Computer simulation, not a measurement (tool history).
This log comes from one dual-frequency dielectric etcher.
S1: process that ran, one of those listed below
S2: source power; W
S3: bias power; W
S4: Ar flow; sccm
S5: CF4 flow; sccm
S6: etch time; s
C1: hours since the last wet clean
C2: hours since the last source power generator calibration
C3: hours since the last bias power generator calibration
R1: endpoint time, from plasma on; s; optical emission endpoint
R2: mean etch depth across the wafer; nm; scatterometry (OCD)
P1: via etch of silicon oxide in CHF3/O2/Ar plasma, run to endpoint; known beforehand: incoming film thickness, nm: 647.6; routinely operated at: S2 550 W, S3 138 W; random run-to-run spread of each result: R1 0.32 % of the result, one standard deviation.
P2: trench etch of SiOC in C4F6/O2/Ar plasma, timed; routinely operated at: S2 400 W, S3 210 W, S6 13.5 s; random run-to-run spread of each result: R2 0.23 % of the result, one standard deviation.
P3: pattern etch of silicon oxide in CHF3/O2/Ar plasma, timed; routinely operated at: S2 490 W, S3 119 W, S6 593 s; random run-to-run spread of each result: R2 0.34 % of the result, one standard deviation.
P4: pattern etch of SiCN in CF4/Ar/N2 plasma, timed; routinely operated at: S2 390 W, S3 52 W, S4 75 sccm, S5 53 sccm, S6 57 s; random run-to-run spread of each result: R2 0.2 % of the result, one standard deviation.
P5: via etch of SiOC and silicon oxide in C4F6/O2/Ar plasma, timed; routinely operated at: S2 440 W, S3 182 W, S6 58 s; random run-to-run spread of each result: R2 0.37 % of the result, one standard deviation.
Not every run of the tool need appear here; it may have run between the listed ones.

| run | hour | S1 | S2 | S3 | S4 | S5 | S6 | C1 | C2 | C3 | R1 | R2 |
|---|---|---|---|---|---|---|---|---|---|---|---|---|
| 1 | 7.6 | P1 | 550 | 138 |  |  |  | 97.5 | 3633.4 | 2412.7 | 388.2 |  |
| 2 | 13.9 | P1 | 750 | 138 |  |  |  | 103.8 | 3639.7 | 2419 | 342.32 |  |
| 3 | 18.5 | P4 | 390 | 52 | 75 | 66 | 57 | 108.4 | 3644.3 | 2423.6 |  | 40.992 |
| 4 | 23.9 | P1 | 320 | 138 |  |  |  | 113.8 | 3649.7 | 2429 | 475.73 |  |
| 5 | 30.1 | P1 | 550 | 138 |  |  |  | 120 | 3655.9 | 2435.2 | 387.79 |  |
| 6 | 38.9 | P4 | 390 | 52 | 75 | 53 | 33.5 | 128.8 | 3664.7 | 2444 |  | 23.339 |
| 7 | 48.2 | P5 | 440 | 120 |  |  | 58 | 138.1 | 3674 | 2453.3 |  | 59.897 |
| 8 | 53 | P2 | 400 | 275 |  |  | 13.5 | 142.9 | 3678.8 | 2458.1 |  | 31.932 |
| 9 | 57.7 | P2 | 400 | 210 |  |  | 18.5 | 147.6 | 3683.5 | 2462.8 |  | 39.897 |
| 10 | 63.4 | P3 | 490 | 73 |  |  | 593 | 153.3 | 3689.2 | 2468.5 |  | 838.25 |
| 11 | 69.5 | P5 | 440 | 182 |  |  | 58 | 159.4 | 3695.3 | 2474.6 |  | 67.493 |
| 12 | 75.6 | P5 | 440 | 182 |  |  | 78.5 | 165.5 | 3701.4 | 2480.7 |  | 91.207 |
| 13 | 83.9 | P3 | 490 | 119 |  |  | 445 | 173.8 | 3709.7 | 2489 |  | 725.14 |
| 14 | 91.8 | P4 | 390 | 71 | 75 | 53 | 57 | 181.7 | 3717.6 | 2496.9 |  | 44.051 |
| 15 | 100.3 | P1 | 330 | 88 |  |  |  | 190.2 | 3726.1 | 2505.4 | 541.65 |  |
| 16 | 105.9 | P3 | 490 | 119 |  |  | 593 | 195.8 | 3731.7 | 2511 |  | 965.96 |
| 17 | 113.1 | P3 | 380 | 119 |  |  | 593 | 203 | 3738.9 | 2518.2 |  | 871.37 |
| 18 | 119.8 | P1 | 550 | 138 |  |  |  | 209.7 | 3745.6 | 2524.9 | 386.09 |  |
| 19 | 128.6 | P4 | 390 | 52 | 105 | 53 | 57 | 218.5 | 3754.4 | 2533.7 |  | 37.339 |
| 20 | 136.1 | P1 | 550 | 189 |  |  |  | 226 | 3761.9 | 2541.2 | 348.41 |  |
| 21 | 144.4 | P4 | 390 | 52 | 75 | 53 | 57 | 234.3 | 3770.2 | 2549.5 |  | 39.59 |
| 22 | 151.9 | P3 | 490 | 119 |  |  | 593 | 241.8 | 3777.7 | 2557 |  | 960.21 |
| 23 | 157.1 | P1 | 550 | 138 |  |  |  | 247 | 3782.9 | 2562.2 | 385.28 |  |
| 24 | 166.7 | P1 | 550 | 113 |  |  |  | 256.6 | 3792.5 | 2571.8 | 412.67 |  |
| 25 | 172.4 | P2 | 400 | 210 |  |  | 13.5 | 262.3 | 3798.2 | 2577.5 |  | 29.073 |
| 26 | 180.1 | P2 | 290 | 210 |  |  | 13.5 | 270 | 3805.9 | 2585.2 |  | 25.768 |
| 27 | 188.3 | P1 | 550 | 138 |  |  |  | 278.2 | 3814.1 | 2593.4 | 385.2 |  |
| 28 | 198.4 | P5 | 590 | 182 |  |  | 58 | 288.3 | 3824.2 | 2603.5 |  | 76.137 |
| 29 | 204.1 | P4 | 240 | 52 | 75 | 53 | 57 | 294 | 3829.9 | 2609.2 |  | 25.89 |
| 30 | 214.1 | P1 | 550 | 138 |  |  |  | 304 | 3839.9 | 2619.2 | 385.54 |  |
| 31 | 220.4 | P1 | 550 | 138 |  |  |  | 310.3 | 3846.2 | 2625.5 | 388.43 |  |
| 32 | 225.2 | P1 | 550 | 138 |  |  |  | 315.1 | 3851 | 2630.3 | 392.15 |  |
| 33 | 233.3 | P1 | 550 | 138 |  |  |  | 323.2 | 3859.1 | 2638.4 | 391.68 |  |
|  | 240.1 | wet clean of the chamber |
| 34 | 241.3 | P1 | 550 | 138 |  |  |  | 1.2 | 3867.1 | 2646.4 | 390.72 |  |
| 35 | 251.2 | P1 | 550 | 138 |  |  |  | 11.1 | 3877 | 2656.3 | 393.46 |  |
| 36 | 258 | P1 | 550 | 138 |  |  |  | 17.9 | 3883.8 | 2663.1 | 393.75 |  |
| 37 | 267.2 | P1 | 550 | 138 |  |  |  | 27.1 | 3893 | 2672.3 | 390.59 |  |

Something has made what P1 gives creep away from where it was; the 2 causes below, each at its own stated size, fit the log equally well:
A: source power that arrives under what is set, % = 4.03
B: bias power that arrives under what is set, % = 4.89
The process output started creeping at around hour 214.1.
Why every other cause is out:
chamber walls in a state that lowers the etch rate, %: maintenance at hour 240.1, after the shift began, did not return the process to its former output

Question marks stand in for the results of the 4 check runs listed below, each run on one wafer. Under which run would the listed causes show clearly different results?
| check 1 | 276.4 | P3 | 490 | 119 |  |  | 593 |  |  |  |  | ? |
| check 2 | 276.4 | P4 | 390 | 52 | 75 | 53 | 57 |  |  |  |  | ? |
| check 3 | 276.4 | P5 | 440 | 182 |  |  | 58 |  |  |  |  | ? |
| check 4 | 276.4 | P2 | 400 | 210 |  |  | 13.5 |  |  |  |  | ? |

Outcome of each check run for each possible cause:
| check | result | if A | if B |
|---|---|---|---|
| check 1 | R2 | 950.86 | 951.35 |
| check 2 | R2 | 38.232 | 39.011 |
| check 3 | R2 | 66.583 | 66.581 |
| check 4 | R2 | 28.681 | 28.669 |
Per-check spread between the two closest causes, in the result where they differ most: check 1 0.05 %; check 2 2.02 %; check 3 0 %; check 4 0.04 %
Only in check 2 would the causes give clearly different results; in the remaining checks their results would be nearly the same.

Here is what check 2 returned: R2 38.169 nm. Which cause is it?

It was cause A: source power that arrives under what is set, %.
